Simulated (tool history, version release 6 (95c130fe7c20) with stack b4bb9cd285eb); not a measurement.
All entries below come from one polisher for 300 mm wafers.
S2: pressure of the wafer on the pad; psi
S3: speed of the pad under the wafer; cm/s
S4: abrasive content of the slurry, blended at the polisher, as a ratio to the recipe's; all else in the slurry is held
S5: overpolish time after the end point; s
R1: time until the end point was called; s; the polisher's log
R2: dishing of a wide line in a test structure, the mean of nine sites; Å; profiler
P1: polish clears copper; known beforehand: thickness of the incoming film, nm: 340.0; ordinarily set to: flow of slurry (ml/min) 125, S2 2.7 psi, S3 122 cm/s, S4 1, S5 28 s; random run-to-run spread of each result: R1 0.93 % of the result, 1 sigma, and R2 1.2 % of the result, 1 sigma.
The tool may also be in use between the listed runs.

run 1 hour=14.4 | flow_of_slurry_(ml/min)=125 S2=2.7 S3=122 S4=1 S5=28 | R1=97.273 R2=646.6
run 2 hour=21.9 | flow_of_slurry_(ml/min)=125 S2=2.7 S3=122 S4=1 S5=28 | R1=98.454 R2=635.49
run 3 hour=28.3 | flow_of_slurry_(ml/min)=125 S2=2.7 S3=122 S4=1 S5=28 | R1=97.883 R2=640.81
run 4 hour=34.9 | flow_of_slurry_(ml/min)=125 S2=2.7 S3=122 S4=1 S5=28 | R1=97.46 R2=629.43
run 5 hour=46.7 | flow_of_slurry_(ml/min)=125 S2=2.7 S3=122 S4=1.3 S5=28 | R1=92.75 R2=664.06
run 6 hour=60.1 | flow_of_slurry_(ml/min)=125 S2=3.9 S3=122 S4=1 S5=28 | R1=67.179 R2=886.43
run 7 hour=66.6 | flow_of_slurry_(ml/min)=125 S2=2.7 S3=122 S4=0.75 S5=28 | R1=104.84 R2=619.28
run 8 hour=79.3 | flow_of_slurry_(ml/min)=125 S2=2.7 S3=122 S4=1 S5=8 | R1=98.467 R2=218.2
run 9 hour=85.8 | flow_of_slurry_(ml/min)=200 S2=2.7 S3=122 S4=1 S5=28 | R1=88.657 R2=667.85
run 10 hour=98 | flow_of_slurry_(ml/min)=125 S2=1.7 S3=122 S4=1 S5=28 | R1=157.14 R2=411.39
-- hour=98.4 slurry blender recalibrated
run 11 hour=109.9 | flow_of_slurry_(ml/min)=125 S2=2.7 S3=122 S4=1 S5=28 | R1=98.555 R2=640.59
run 12 hour=122.3 | flow_of_slurry_(ml/min)=125 S2=2.7 S3=122 S4=1 S5=40 | R1=98.317 R2=822.76
run 13 hour=132.4 | flow_of_slurry_(ml/min)=75 S2=2.7 S3=122 S4=0.7 S5=28 | R1=120.84 R2=549.17
run 14 hour=146.4 | flow_of_slurry_(ml/min)=125 S2=2.7 S3=178 S4=1 S5=28 | R1=67.515 R2=842.66
run 15 hour=158 | flow_of_slurry_(ml/min)=175 S2=2.7 S3=70 S4=1 S5=28 | R1=159.71 R2=426.8
run 16 hour=164.9 | flow_of_slurry_(ml/min)=125 S2=2.7 S3=54 S4=1 S5=28 | R1=219.46 R2=325.18
run 17 hour=173.9 | flow_of_slurry_(ml/min)=180 S2=2.7 S3=122 S4=1.25 S5=28 | R1=88.361 R2=700.56
run 18 hour=187 | flow_of_slurry_(ml/min)=125 S2=2.7 S3=122 S4=1 S5=28 | R1=97.208 R2=633.56
run 19 hour=200.3 | flow_of_slurry_(ml/min)=75 S2=2.7 S3=122 S4=1 S5=28 | R1=110.03 R2=564.1
run 20 hour=211.3 | flow_of_slurry_(ml/min)=125 S2=2.7 S3=122 S4=1 S5=28 | R1=98.692 R2=642.98

Estimate the outcome of run 21 from the log above:
run 21 hour=225 | flow_of_slurry_(ml/min)=125 S2=2.7 S3=122 S4=1 S5=28 | R1=? R2=?

Run 21 produced R1 96.408 s, R2 640.53 Å.
